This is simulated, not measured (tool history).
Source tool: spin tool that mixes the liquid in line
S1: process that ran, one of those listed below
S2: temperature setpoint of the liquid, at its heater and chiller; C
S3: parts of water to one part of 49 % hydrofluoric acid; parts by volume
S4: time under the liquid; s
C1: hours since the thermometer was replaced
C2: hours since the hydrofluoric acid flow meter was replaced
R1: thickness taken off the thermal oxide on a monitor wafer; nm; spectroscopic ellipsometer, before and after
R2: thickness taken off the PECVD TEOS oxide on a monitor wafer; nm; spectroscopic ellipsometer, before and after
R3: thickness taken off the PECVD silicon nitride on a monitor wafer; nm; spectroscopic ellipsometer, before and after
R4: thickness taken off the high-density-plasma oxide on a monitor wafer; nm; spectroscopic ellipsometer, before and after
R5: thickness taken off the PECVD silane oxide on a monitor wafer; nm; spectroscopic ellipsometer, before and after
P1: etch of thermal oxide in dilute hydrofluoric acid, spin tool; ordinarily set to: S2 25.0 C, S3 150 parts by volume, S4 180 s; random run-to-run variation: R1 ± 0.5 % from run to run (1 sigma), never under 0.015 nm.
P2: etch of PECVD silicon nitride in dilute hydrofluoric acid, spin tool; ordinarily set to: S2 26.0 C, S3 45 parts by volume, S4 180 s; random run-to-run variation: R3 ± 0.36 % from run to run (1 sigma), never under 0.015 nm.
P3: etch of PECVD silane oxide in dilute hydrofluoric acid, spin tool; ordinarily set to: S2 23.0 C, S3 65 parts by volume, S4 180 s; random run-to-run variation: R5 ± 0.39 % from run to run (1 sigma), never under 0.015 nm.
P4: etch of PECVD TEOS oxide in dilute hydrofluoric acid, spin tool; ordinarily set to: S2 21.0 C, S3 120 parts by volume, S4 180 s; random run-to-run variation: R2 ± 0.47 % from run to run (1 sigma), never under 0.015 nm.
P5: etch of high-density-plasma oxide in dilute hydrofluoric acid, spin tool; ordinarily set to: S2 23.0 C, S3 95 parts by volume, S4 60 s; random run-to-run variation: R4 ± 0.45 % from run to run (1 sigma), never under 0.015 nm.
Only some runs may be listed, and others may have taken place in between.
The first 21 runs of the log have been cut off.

run,day,S1,S2,S3,S4,C1,C2,R1,R2,R3,R4,R5
22,6.675,P3,23.0,110,180,915.7,38.5,,,,,23.509
23,6.988,P4,28.5,120,180,923.2,46.0,,16.2410,,,
24,7.304,P1,25.0,255,180,930.8,53.6,2.9341,,,,
25,7.688,P2,26.0,80,180,940.0,62.8,,,5.5745,,
26,8.108,P1,25.0,150,180,950.1,72.9,5.4834,,,,
27,8.496,P1,30.0,150,180,959.4,82.2,6.7392,,,,
28,8.733,P2,26.0,45,180,965.1,87.9,,,9.8352,,
29,9.083,P3,23.0,65,295,973.5,96.3,,,,,69.574
30,9.408,P5,28.5,95,60,981.3,104.1,,,,5.6118,

Forecast run 31:
31,9.654,P3,17.0,65,180,987.2,110.0,,,,,?

R5: 32.734 nm
